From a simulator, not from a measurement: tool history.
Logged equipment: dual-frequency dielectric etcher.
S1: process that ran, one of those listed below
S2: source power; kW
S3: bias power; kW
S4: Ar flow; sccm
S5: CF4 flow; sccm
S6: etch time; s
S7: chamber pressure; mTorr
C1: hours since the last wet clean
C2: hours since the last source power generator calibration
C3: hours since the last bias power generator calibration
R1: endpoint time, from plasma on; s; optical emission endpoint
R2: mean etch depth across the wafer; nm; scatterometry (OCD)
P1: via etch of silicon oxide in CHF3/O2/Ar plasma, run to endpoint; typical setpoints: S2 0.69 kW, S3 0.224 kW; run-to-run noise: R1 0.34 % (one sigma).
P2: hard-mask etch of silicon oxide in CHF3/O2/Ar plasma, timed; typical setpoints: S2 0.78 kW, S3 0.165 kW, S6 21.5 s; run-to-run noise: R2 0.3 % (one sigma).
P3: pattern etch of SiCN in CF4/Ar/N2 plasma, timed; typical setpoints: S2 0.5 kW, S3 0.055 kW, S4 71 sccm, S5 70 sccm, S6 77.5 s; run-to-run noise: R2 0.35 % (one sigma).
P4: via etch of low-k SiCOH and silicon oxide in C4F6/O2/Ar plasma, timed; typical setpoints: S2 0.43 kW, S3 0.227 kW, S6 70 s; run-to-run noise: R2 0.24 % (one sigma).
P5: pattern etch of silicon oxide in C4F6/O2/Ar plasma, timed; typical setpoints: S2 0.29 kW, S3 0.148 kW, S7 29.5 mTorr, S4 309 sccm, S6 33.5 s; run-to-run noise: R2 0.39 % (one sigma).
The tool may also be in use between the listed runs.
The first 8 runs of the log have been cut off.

run,hour,S1,S2,S3,S4,S5,S6,S7,C1,C2,C3,R1,R2
9,32.1,P3,0.5,0.055,71,70,100,,219.4,2206.4,9.4,,91.634
10,35.6,P5,0.2,0.148,309,,33.5,29.5,222.9,2209.9,12.9,,76.123
11,38.1,P2,0.78,0.165,,,21.5,,225.4,2212.4,15.4,,46.559
12,41.8,P5,0.29,0.148,309,,19,29.5,229.1,2216.1,19.1,,49.838
13,45.8,P4,0.43,0.227,,,70,,233.1,2220.1,23.1,,208.61
14,48,P1,0.69,0.224,,,,,235.3,2222.3,25.3,217.06,
15,51.7,P2,0.78,0.229,,,21.5,,239,2226,29,,51.976
16,56.2,P1,0.93,0.224,,,,,243.5,2230.5,33.5,193.82,
17,59.9,P5,0.29,0.148,309,,33.5,36.5,247.2,2234.2,37.2,,85.686
18,64.3,P2,1.01,0.165,,,21.5,,251.6,2238.6,41.6,,51.675
19,67.3,P4,0.43,0.227,,,70,,254.6,2241.6,44.6,,209.06
20,70.3,P1,0.69,0.224,,,,,257.6,2244.6,47.6,218.38,
21,74.4,P1,0.69,0.224,,,,,261.7,2248.7,51.7,217.77,
22,77,P3,0.5,0.055,71,70,77.5,,264.3,2251.3,54.3,,70.779

Forecast run 23:
23,81.6,P1,0.55,0.159,,,,,268.9,2255.9,58.9,?,

{"run 23": {"R1": 267.24}}

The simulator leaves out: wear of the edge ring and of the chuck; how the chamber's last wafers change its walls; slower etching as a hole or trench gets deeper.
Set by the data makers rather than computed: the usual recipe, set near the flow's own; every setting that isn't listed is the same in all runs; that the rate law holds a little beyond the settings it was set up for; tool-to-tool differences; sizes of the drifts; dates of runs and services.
